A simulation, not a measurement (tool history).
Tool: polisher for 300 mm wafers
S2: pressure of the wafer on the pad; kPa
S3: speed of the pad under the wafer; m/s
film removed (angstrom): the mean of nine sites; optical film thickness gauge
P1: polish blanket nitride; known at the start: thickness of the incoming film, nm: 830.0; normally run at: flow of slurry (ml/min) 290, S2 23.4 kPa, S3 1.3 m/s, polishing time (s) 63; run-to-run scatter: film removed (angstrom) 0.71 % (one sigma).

run 1 day=0.517 | flow_of_slurry_(ml/min)=290 S2=23.4 S3=1.3 polishing_time_(s)=63 | film_removed_(angstrom)=1082.2
run 2 day=0.95 | flow_of_slurry_(ml/min)=290 S2=23.4 S3=1.3 polishing_time_(s)=63 | film_removed_(angstrom)=1069.3
run 3 day=1.433 | flow_of_slurry_(ml/min)=290 S2=23.4 S3=1.94 polishing_time_(s)=63 | film_removed_(angstrom)=1476.7
run 4 day=1.904 | flow_of_slurry_(ml/min)=420 S2=23.4 S3=1.3 polishing_time_(s)=63 | film_removed_(angstrom)=1120.4
run 5 day=2.621 | flow_of_slurry_(ml/min)=355 S2=23.4 S3=1.9 polishing_time_(s)=63 | film_removed_(angstrom)=1506.2
run 6 day=3.108 | flow_of_slurry_(ml/min)=290 S2=34.5 S3=1.3 polishing_time_(s)=63 | film_removed_(angstrom)=1575.3
-- day=3.338 head pressure recalibrated
run 7 day=3.483 | flow_of_slurry_(ml/min)=290 S2=23.4 S3=1.3 polishing_time_(s)=99 | film_removed_(angstrom)=1686.9
run 8 day=3.988 | flow_of_slurry_(ml/min)=290 S2=23.4 S3=1.3 polishing_time_(s)=63 | film_removed_(angstrom)=1059.9
run 9 day=4.65 | flow_of_slurry_(ml/min)=290 S2=23.4 S3=1.3 polishing_time_(s)=63 | film_removed_(angstrom)=1075.2
run 10 day=5.188 | flow_of_slurry_(ml/min)=290 S2=10.3 S3=1.3 polishing_time_(s)=63 | film_removed_(angstrom)=481.89
-- day=5.329 slurry nozzle cleaned
run 11 day=5.796 | flow_of_slurry_(ml/min)=290 S2=23.4 S3=1.3 polishing_time_(s)=36 | film_removed_(angstrom)=615.16
run 12 day=6.529 | flow_of_slurry_(ml/min)=175 S2=23.4 S3=1.3 polishing_time_(s)=63 | film_removed_(angstrom)=1017.4
run 13 day=7.133 | flow_of_slurry_(ml/min)=290 S2=23.4 S3=0.58 polishing_time_(s)=63 | film_removed_(angstrom)=566.89
run 14 day=7.779 | flow_of_slurry_(ml/min)=290 S2=23.4 S3=1.3 polishing_time_(s)=63 | film_removed_(angstrom)=1081.4
run 15 day=8.292 | flow_of_slurry_(ml/min)=290 S2=23.4 S3=1.3 polishing_time_(s)=63 | film_removed_(angstrom)=1064.1
run 16 day=8.921 | flow_of_slurry_(ml/min)=290 S2=23.4 S3=1.3 polishing_time_(s)=63 | film_removed_(angstrom)=1040.8
run 17 day=9.283 | flow_of_slurry_(ml/min)=290 S2=23.4 S3=1.3 polishing_time_(s)=63 | film_removed_(angstrom)=1050.7
run 18 day=9.742 | flow_of_slurry_(ml/min)=290 S2=23.4 S3=1.3 polishing_time_(s)=63 | film_removed_(angstrom)=1041.8
run 19 day=10.433 | flow_of_slurry_(ml/min)=290 S2=23.4 S3=1.3 polishing_time_(s)=63 | film_removed_(angstrom)=1041.3
-- day=10.708 worn pad replaced by a new one
run 20 day=10.812 | flow_of_slurry_(ml/min)=290 S2=23.4 S3=1.3 polishing_time_(s)=63 | film_removed_(angstrom)=1032.4
run 21 day=11.496 | flow_of_slurry_(ml/min)=290 S2=23.4 S3=1.3 polishing_time_(s)=63 | film_removed_(angstrom)=1030.3
run 22 day=11.838 | flow_of_slurry_(ml/min)=290 S2=23.4 S3=1.3 polishing_time_(s)=63 | film_removed_(angstrom)=1031.2
run 23 day=12.3 | flow_of_slurry_(ml/min)=290 S2=23.4 S3=1.3 polishing_time_(s)=63 | film_removed_(angstrom)=1044.4
run 24 day=12.933 | flow_of_slurry_(ml/min)=290 S2=23.4 S3=1.3 polishing_time_(s)=63 | film_removed_(angstrom)=1037

What P1 gives has crept away from where it was. These 2 causes fit the log equally well, each at the size given:
A: slurry flow missing at the pad, % = 31.6
B: head's pressure below its setpoint, % = 4.17
The creep began at about day 7.779.
Why every other cause is out:
removal rate lost through wear of the pad, %: serviced at day 10.708, which brought nothing back

4 check runs are offered, each on 5 wafers whose results are averaged, their results left as question marks. Which one tells the causes apart?
run check 1 day=13.567 | flow_of_slurry_(ml/min)=185 S2=30.3 S3=1.3 polishing_time_(s)=63 | film_removed_(angstrom)=?
run check 2 day=13.567 | flow_of_slurry_(ml/min)=290 S2=15.2 S3=1.9 polishing_time_(s)=63 | film_removed_(angstrom)=?
run check 3 day=13.567 | flow_of_slurry_(ml/min)=290 S2=11.7 S3=0.58 polishing_time_(s)=63 | film_removed_(angstrom)=?
run check 4 day=13.567 | flow_of_slurry_(ml/min)=290 S2=23.4 S3=1.7 polishing_time_(s)=63 | film_removed_(angstrom)=?

What each check would give under each cause:
check=check_1 result=film_removed_(angstrom) if_A=1240.3 if_B=1268.3
check=check_2 result=film_removed_(angstrom) if_A=905.13 if_B=905.14
check=check_3 result=film_removed_(angstrom) if_A=270.69 if_B=270.69
check=check_4 result=film_removed_(angstrom) if_A=1279.7 if_B=1279.8
How far apart the two closest causes lie, in the result that separates them most: check 1 2.23 %; check 2 0 %; check 3 0 %; check 4 0 %
Only check 1 tells the causes apart: in the others they would give nearly the same result.

Then check 1 was run and gave: film removed (angstrom) 1241.4. Which cause is it?

It is A: slurry flow missing at the pad, %.
